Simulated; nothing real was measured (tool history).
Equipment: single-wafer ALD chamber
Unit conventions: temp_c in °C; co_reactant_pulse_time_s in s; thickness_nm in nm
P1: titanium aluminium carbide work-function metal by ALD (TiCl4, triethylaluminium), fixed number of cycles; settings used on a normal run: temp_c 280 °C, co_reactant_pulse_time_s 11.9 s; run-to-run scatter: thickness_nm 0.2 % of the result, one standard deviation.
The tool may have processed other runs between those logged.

run   hour  temp_c  co_reactant_pulse_time_s  hours since the last thermocouple change  hours since the last triethylaluminium bottle change  thickness_nm
  1      7     280                      11.9                                    1177.1                                                1115.7        1.8267
  2     20     294                      11.9                                    1190.1                                                1128.7        1.9555
  3   29.7     280                      11.9                                    1199.8                                                1138.4        1.8319
  4   39.7     294                     17.14                                    1209.8                                                1148.4        1.9763
  5   45.8     280                     19.88                                    1215.9                                                1154.5        1.8643
  6   52.3     280                      11.9                                    1222.4                                                  1161        1.8347
  7     62     280                      11.9                                    1232.1                                                1170.7        1.8303
      68.8  -- thermocouple changed; heater temperature recalibrated
  8   70.8     280                      5.36                                       2.1                                                1179.5        1.5684
  9   81.8     265                      11.9                                      13.1                                                1190.5        1.6999
 10   93.2     280                      11.9                                      24.5                                                1201.9        1.8359
 11  106.2     258                      7.35                                      37.5                                                1214.9         1.538
 12  117.4     280                      11.9                                      48.7                                                1226.1        1.8292
 13  126.9     280                      11.9                                      58.2                                                1235.6        1.8214
 14  136.5     280                      11.9                                      67.8                                                1245.2        1.8101
 15  142.3     280                      11.9                                      73.6                                                  1251        1.8019
 16  153.5     280                      11.9                                      84.8                                                1262.2        1.7875
 17    165     280                      11.9                                      96.3                                                1273.7        1.7867
 18  171.7     280                      11.9                                       103                                                1280.4        1.7923
 19  182.9     280                      11.9                                     114.2                                                1291.6        1.7844

Compared with where it was, what P1 gives has crept away. Each cause listed below fits the log as well as the rest, at the size given for it:
A: wafer temperature below the value expected at the setpoint (K) = 5.46
B: triethylaluminium dose below that of a fresh bottle (%) = 22.5
The creep began at about hour 117.4.

Below are 4 check runs, each on a single wafer, with their results shown as question marks. Which of them would tell the listed causes apart, meaning the causes would give clearly different results under it?
check 1  194.1     291                      11.9                                                                                                             ?
check 2  194.1     280                        19                                                                                                             ?
check 3  194.1     292                      11.9                                                                                                             ?
check 4  194.1     269                      11.9                                                                                                             ?

What each check would give under each cause:
  check        result    if A    if B
check 1  thickness_nm  1.8787  1.8767
check 2  thickness_nm  1.8121  1.8504
check 3  thickness_nm  1.8873  1.8851
check 4  thickness_nm  1.6919  1.6936
Gap, in per cent, between the two causes that each check separates least, read from the result that separates them most: check 1 0.11 %; check 2 2.09 %; check 3 0.12 %; check 4 0.1 %
Check 2 is the one run that separates the causes; every other check would come out nearly the same whichever cause is at work.

Check 2 was then run and gave: thickness_nm 1.853 nm. Which cause is it?

It was cause B: triethylaluminium dose below that of a fresh bottle (%).
